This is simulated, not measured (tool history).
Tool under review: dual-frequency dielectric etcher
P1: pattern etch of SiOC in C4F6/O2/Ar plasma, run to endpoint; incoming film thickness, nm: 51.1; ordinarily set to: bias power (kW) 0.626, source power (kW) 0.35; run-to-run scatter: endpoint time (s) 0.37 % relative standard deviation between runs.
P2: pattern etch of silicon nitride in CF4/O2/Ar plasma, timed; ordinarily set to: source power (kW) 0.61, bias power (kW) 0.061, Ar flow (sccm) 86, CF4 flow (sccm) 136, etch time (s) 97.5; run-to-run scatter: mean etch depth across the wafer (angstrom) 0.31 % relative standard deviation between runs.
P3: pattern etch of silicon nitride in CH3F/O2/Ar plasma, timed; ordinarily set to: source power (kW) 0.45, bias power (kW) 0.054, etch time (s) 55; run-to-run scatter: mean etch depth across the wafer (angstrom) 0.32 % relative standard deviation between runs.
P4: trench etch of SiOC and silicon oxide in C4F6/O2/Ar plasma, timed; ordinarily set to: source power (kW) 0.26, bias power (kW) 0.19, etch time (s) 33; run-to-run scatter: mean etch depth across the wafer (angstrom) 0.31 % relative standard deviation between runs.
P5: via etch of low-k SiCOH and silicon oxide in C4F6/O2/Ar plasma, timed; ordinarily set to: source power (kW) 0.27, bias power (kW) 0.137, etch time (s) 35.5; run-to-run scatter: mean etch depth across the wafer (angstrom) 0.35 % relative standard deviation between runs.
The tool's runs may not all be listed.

run	day	process that ran	bias power (kW)	source power (kW)	etch time (s)	Ar flow (sccm)	CF4 flow (sccm)	endpoint time (s)	mean etch depth across the wafer (angstrom)
1	0.254	P1	0.626	0.35				17.061	
2	0.517	P3	0.054	0.55	55				399.03
3	0.767	P2	0.061	0.61	97.5	118	136		2452
4	1.017	P1	0.626	0.35				17.103	
5	1.296	P1	0.826	0.35				15.364	
6	1.517	P2	0.061	0.83	97.5	86	136		3321.9
7	1.825	P5	0.137	0.27	27				554.98
8	2.175	P1	0.626	0.35				17.217	
9	2.492	P1	0.626	0.48				15.34	
10	2.762	P1	0.626	0.35				17.151	
11	3.125	P2	0.084	0.61	97.5	86	136		2864.7
12	3.371	P2	0.061	0.61	97.5	86	136		2536.6
13	3.579	P2	0.061	0.61	97.5	86	189		2606.4
14	3.896	P4	0.19	0.26	33				569.02
15	4.146	P3	0.054	0.45	80				534.11
16	4.454	P5	0.137	0.27	35.5				731.26
17	4.825	P5	0.137	0.27	35.5				728.37
18	5.096	P2	0.061	0.61	124.5	86	136		3228.2
19	5.292	P1	0.473	0.43				17.677	
20	5.646	P1	0.433	0.35				19.646	
21	5.883	P4	0.19	0.16	33				473.5
22	6.067	P3	0.054	0.45	55				367.95
23	6.342	P1	0.626	0.35				17.145	
24	6.525	P3	0.035	0.45	55				323.06
25	6.879	P1	0.626	0.21				20.602	
26	7.233	P1	0.745	0.25				18.035	

What will run 27 give?
27	7.446	P5	0.092	0.27	35.5				?

{"run 27": {"mean etch depth across the wafer (angstrom)": 651.27}}
